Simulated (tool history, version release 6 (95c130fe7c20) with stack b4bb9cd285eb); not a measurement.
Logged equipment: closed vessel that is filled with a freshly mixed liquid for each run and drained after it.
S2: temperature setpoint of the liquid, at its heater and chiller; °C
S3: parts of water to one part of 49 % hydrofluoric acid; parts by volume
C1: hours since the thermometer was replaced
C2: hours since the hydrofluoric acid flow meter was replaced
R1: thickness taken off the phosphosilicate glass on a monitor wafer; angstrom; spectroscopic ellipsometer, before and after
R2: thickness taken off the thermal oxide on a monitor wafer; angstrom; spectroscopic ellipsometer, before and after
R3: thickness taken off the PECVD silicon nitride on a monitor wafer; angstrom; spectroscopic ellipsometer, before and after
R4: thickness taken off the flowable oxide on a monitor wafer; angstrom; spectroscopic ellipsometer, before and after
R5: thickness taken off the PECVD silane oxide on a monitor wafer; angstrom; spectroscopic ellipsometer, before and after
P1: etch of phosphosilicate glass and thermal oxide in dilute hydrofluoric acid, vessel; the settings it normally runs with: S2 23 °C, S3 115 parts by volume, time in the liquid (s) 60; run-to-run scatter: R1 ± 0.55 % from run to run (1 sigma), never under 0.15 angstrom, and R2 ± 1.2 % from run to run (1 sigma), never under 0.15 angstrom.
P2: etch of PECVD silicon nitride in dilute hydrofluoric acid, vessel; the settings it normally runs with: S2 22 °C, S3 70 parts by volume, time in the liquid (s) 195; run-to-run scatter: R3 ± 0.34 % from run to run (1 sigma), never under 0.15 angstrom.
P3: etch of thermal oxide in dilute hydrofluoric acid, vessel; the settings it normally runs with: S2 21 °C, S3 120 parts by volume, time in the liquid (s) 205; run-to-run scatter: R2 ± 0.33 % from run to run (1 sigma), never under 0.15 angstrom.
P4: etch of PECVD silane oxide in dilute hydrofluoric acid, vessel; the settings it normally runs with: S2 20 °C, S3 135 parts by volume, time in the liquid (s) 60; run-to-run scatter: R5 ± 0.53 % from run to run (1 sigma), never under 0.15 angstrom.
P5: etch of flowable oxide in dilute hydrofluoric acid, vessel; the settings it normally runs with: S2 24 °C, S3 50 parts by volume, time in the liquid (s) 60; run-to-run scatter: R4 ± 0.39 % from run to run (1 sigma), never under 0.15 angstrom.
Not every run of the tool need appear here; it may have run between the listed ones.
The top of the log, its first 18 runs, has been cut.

run 19 hour=94.2 | process_that_ran=P1 S2=23 S3=115 time_in_the_liquid_(s)=60 | C1=326.8 C2=19 | R1=342.75 R2=22.241
run 20 hour=99.4 | process_that_ran=P3 S2=21 S3=120 time_in_the_liquid_(s)=205 | C1=332 C2=24.2 | R2=70.766
run 21 hour=103.4 | process_that_ran=P1 S2=17 S3=115 time_in_the_liquid_(s)=60 | C1=336 C2=28.2 | R1=267.56 R2=17.813
run 22 hour=108.1 | process_that_ran=P1 S2=23 S3=115 time_in_the_liquid_(s)=60 | C1=340.7 C2=32.9 | R1=342.48 R2=22.408
run 23 hour=114.1 | process_that_ran=P4 S2=20 S3=60 time_in_the_liquid_(s)=60 | C1=346.7 C2=38.9 | R5=234.19
run 24 hour=117 | process_that_ran=P1 S2=23 S3=25 time_in_the_liquid_(s)=60 | C1=349.6 C2=41.8 | R1=1756.3 R2=112.84
run 25 hour=122.5 | process_that_ran=P3 S2=21 S3=210 time_in_the_liquid_(s)=205 | C1=355.1 C2=47.3 | R2=36.883
run 26 hour=127 | process_that_ran=P1 S2=17 S3=115 time_in_the_liquid_(s)=35 | C1=359.6 C2=51.8 | R1=155.86 R2=10.154
run 27 hour=133.7 | process_that_ran=P3 S2=17 S3=120 time_in_the_liquid_(s)=205 | C1=366.3 C2=58.5 | R2=60.095
run 28 hour=137.8 | process_that_ran=P2 S2=30.5 S3=70 time_in_the_liquid_(s)=195 | C1=370.4 C2=62.6 | R3=235.77
run 29 hour=144.3 | process_that_ran=P1 S2=23 S3=115 time_in_the_liquid_(s)=115 | C1=376.9 C2=69.1 | R1=653.41 R2=42.787
run 30 hour=148.7 | process_that_ran=P3 S2=21 S3=120 time_in_the_liquid_(s)=70 | C1=381.3 C2=73.5 | R2=24.064
run 31 hour=154.8 | process_that_ran=P5 S2=24 S3=20 time_in_the_liquid_(s)=60 | C1=387.4 C2=79.6 | R4=1872.6
run 32 hour=158.6 | process_that_ran=P1 S2=23 S3=115 time_in_the_liquid_(s)=60 | C1=391.2 C2=83.4 | R1=342 R2=22.671
run 33 hour=162.6 | process_that_ran=P1 S2=23 S3=115 time_in_the_liquid_(s)=60 | C1=395.2 C2=87.4 | R1=342.73 R2=22.53
run 34 hour=166.6 | process_that_ran=P1 S2=23 S3=115 time_in_the_liquid_(s)=60 | C1=399.2 C2=91.4 | R1=350.67 R2=22.867
run 35 hour=172 | process_that_ran=P1 S2=23 S3=115 time_in_the_liquid_(s)=60 | C1=404.6 C2=96.8 | R1=355.37 R2=23.5
run 36 hour=176.9 | process_that_ran=P1 S2=23 S3=115 time_in_the_liquid_(s)=60 | C1=409.5 C2=101.7 | R1=361.54 R2=23.205
run 37 hour=179.9 | process_that_ran=P1 S2=23 S3=115 time_in_the_liquid_(s)=60 | C1=412.5 C2=104.7 | R1=357.58 R2=23.354
run 38 hour=183 | process_that_ran=P1 S2=23 S3=115 time_in_the_liquid_(s)=60 | C1=415.6 C2=107.8 | R1=360.98 R2=23.97

Run 39 comes next. What will it give?
run 39 hour=187.7 | process_that_ran=P1 S2=23 S3=115 time_in_the_liquid_(s)=60 | C1=420.3 C2=112.5 | R1=? R2=?

Run 39 produced R1 364.47 angstrom, R2 24.25 angstrom.

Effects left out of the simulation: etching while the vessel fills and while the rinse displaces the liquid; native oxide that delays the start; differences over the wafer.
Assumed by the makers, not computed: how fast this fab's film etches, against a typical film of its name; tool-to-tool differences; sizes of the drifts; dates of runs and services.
